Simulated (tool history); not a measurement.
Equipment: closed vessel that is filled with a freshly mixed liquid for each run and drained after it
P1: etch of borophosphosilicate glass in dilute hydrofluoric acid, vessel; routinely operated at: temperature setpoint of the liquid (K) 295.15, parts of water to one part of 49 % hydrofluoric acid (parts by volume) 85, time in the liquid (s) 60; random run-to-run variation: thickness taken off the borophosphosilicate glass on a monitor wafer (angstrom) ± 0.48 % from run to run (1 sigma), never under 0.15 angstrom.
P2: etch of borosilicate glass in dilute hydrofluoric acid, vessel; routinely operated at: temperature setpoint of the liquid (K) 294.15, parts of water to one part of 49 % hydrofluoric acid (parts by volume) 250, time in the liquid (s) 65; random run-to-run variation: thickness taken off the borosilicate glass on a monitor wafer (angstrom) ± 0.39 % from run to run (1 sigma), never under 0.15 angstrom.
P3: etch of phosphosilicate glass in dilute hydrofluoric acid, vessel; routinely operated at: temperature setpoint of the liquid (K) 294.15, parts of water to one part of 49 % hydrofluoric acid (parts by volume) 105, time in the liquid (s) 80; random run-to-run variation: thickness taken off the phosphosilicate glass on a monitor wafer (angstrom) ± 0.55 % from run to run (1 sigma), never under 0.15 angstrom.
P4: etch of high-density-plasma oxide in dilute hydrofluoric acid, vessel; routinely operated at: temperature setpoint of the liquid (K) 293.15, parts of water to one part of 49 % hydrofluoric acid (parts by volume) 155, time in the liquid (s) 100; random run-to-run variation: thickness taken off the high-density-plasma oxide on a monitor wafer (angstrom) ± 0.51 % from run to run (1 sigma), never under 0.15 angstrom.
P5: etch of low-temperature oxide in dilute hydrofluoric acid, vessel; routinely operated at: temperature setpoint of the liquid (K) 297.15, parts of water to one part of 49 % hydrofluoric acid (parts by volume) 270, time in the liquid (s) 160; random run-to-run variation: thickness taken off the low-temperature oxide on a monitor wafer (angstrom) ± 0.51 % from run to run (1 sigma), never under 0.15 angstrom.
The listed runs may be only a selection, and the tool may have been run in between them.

run	hour	process that ran	temperature setpoint of the liquid (K)	parts of water to one part of 49 % hydrofluoric acid (parts by volume)	time in the liquid (s)	hours since the thermometer was replaced	hours since the hydrofluoric acid flow meter was replaced	thickness taken off the borophosphosilicate glass on a monitor wafer (angstrom)	thickness taken off the phosphosilicate glass on a monitor wafer (angstrom)	thickness taken off the low-temperature oxide on a monitor wafer (angstrom)	thickness taken off the borosilicate glass on a monitor wafer (angstrom)	thickness taken off the high-density-plasma oxide on a monitor wafer (angstrom)
1	15.4	P1	295.15	85	60	1533.1	225.3	210.45				
2	28.1	P1	295.15	85	60	1545.8	238.0	210.08				
3	39.2	P3	294.15	105	80	1556.9	249.1		401.84			
4	51.6	P3	294.15	175	80	1569.3	261.5		221.19			
5	60.7	P5	297.15	270	310	1578.4	270.6			238.13		
6	71.7	P2	294.15	435	65	1589.4	281.6				56.615	
7	83.0	P1	295.15	85	30	1600.7	292.9	104.25				
8	94.4	P5	297.15	270	160	1612.1	304.3			123.07		
9	109.3	P4	301.65	155	100	1627.0	319.2					61.632
10	121.1	P1	295.15	85	95	1638.8	331.0	332.12				
11	130.7	P1	295.15	85	60	1648.4	340.6	209.41				
12	141.8	P1	295.15	130	60	1659.5	351.7	129.81				
13	154.7	P1	290.15	35	60	1672.4	364.6	439.85				
14	166.2	P1	295.15	30	60	1683.9	376.1	634.20				
15	182.0	P3	298.65	105	80	1699.7	391.9		478.22			
16	189.8	P3	294.15	105	30	1707.5	399.7		148.92			
17	199.8	P2	300.15	250	65	1717.5	409.7				144.030	
18	212.8	P2	294.15	250	65	1730.5	422.7				115.710	
19	223.5	P5	297.15	70	160	1741.2	433.4			591.73		
20	236.8	P4	293.15	155	100	1754.5	446.7					45.044
21	252.7	P1	295.15	85	60	1770.4	462.6	209.60				
22	260.9	P4	293.15	155	50	1778.6	470.8					22.675
23	274.7	P2	294.15	250	65	1792.4	484.6				115.260	
24	288.5	P4	293.15	240	100	1806.2	498.4					26.792
25	303.4	P1	295.15	85	60	1821.1	513.3	208.68				
26	310.8	P1	301.65	85	60	1828.5	520.7	272.99				
27	327.5	P5	297.15	270	160	1845.2	537.4			121.91		
28	340.8	P3	294.15	105	80	1858.5	550.7		394.65			
29	352.5	P1	291.15	85	60	1870.2	562.4	176.44				
30	363.3	P5	304.65	270	160	1881.0	573.2			157.53		
31	376.9	P2	294.15	250	30	1894.6	586.8				53.558	
32	391.1	P1	295.15	40	30	1908.8	601.0	235.33				
33	400.9	P1	295.15	85	60	1918.6	610.8	209.43				
34	412.3	P1	295.15	85	60	1930.0	622.2	204.29				
35	426.2	P1	295.15	85	60	1943.9	636.1	200.99				
36	438.1	P1	295.15	85	60	1955.8	648.0	197.55				
37	447.5	P1	295.15	85	60	1965.2	657.4	197.61				
38	458.6	P1	295.15	85	60	1976.3	668.5	195.85				
39	469.4	P1	295.15	85	60	1987.1	679.3	197.34				

What P1 gives has crept away from where it was. These 2 causes fit the log equally well, each at the size given:
A: liquid colder than its thermometer reads (K) = 1.53
B: hydrofluoric acid flow below the setpoint (%) = 5.51
The gradual shift began around hour 400.9.

Consider the 4 check runs below, whose results appear as question marks and each of which averages 2 wafers. Which one distinguishes the causes, in that each cause would give it a clearly different result?
check 1	480.2	P4	296.15	155	100							?
check 2	480.2	P2	299.65	420	65						?	
check 3	480.2	P3	294.15	135	30				?			
check 4	480.2	P5	297.15	130	260					?		

Predicted outcomes, by check and by cause:
check	result	if A	if B
check 1	thickness taken off the high-density-plasma oxide on a monitor wafer (angstrom)	47.431	47.085
check 2	thickness taken off the borosilicate glass on a monitor wafer (angstrom)	67.553	65.522
check 3	thickness taken off the phosphosilicate glass on a monitor wafer (angstrom)	105.31	104.90
check 4	thickness taken off the low-temperature oxide on a monitor wafer (angstrom)	453.02	450.42
Minimum pairwise separation of causes per check, each pair taken at its best-separating result: check 1 0.73 %; check 2 3.05 %; check 3 0.39 %; check 4 0.58 %
The other checks would show nearly matching results whichever cause is true, so check 2 is the only one that separates the causes.

Check 2 was carried out, with these results: thickness taken off the borosilicate glass on a monitor wafer (angstrom) 67.361. Which of the listed causes is responsible?

The correct cause is A, namely: liquid colder than its thermometer reads (K).
